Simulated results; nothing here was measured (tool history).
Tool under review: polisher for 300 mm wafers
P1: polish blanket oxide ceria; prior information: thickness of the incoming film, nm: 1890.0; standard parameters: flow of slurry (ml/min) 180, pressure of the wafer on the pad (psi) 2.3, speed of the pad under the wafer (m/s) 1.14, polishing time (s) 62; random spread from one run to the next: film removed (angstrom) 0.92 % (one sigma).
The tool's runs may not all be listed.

run,hour,flow of slurry (ml/min),pressure of the wafer on the pad (psi),speed of the pad under the wafer (m/s),polishing time (s),wafers polished on this pad,hours since the slurry nozzle was cleaned,hours since the head pressure was calibrated,film removed (angstrom)
1,7.7,180,2.3,1.14,62,494,147.7,716.7,2335.30
2,21.0,180,2.3,1.66,62,591,161.0,730.0,3437.90
3,28.1,180,2.3,0.52,62,643,168.1,737.1,1073.10
4,42.2,235,2.3,1.14,62,746,182.2,751.2,2497.80
5,53.8,180,2.3,1.14,28,830,193.8,762.8,1066.00
6,65.9,180,3.4,1.14,62,918,205.9,774.9,3449.00
7,74.0,180,2.3,1.14,95,978,214.0,783.0,3599.20
8,83.9,180,2.3,1.14,62,1050,223.9,792.9,2356.30
9,96.3,110,2.3,0.60,62,1140,236.3,805.3,1136.60
10,109.3,110,2.3,0.58,62,1235,249.3,818.3,1101.00
11,118.8,110,2.3,1.14,62,1304,258.8,827.8,2151.20
12,128.1,180,2.3,1.14,62,1372,268.1,837.1,2336.50
13,137.5,180,1.0,1.14,31,1441,277.5,846.5,509.19
14,145.5,180,2.3,1.14,62,1499,285.5,854.5,2378.60
15,158.4,180,1.5,1.14,62,1593,298.4,867.4,1534.10
16,166.7,180,2.3,1.14,62,1654,306.7,875.7,2343.00
17,175.1,180,2.3,1.14,62,1715,315.1,884.1,2361.30
18,188.5,180,2.3,1.14,62,1813,328.5,897.5,2299.30
19,200.0,180,2.3,1.14,62,1897,340.0,909.0,2291.30
20,207.4,180,2.3,1.14,62,1951,347.4,916.4,2263.60
# hour 213.2: worn pad replaced by a new one
21,219.2,180,2.3,1.14,62,43,359.2,928.2,2211.10
22,231.9,180,2.3,1.14,62,136,371.9,940.9,2261.30

The next listed run, before its measurement:
23,247.8,180,2.3,1.14,62,252,387.8,956.8,?

film removed (angstrom): 2217.00
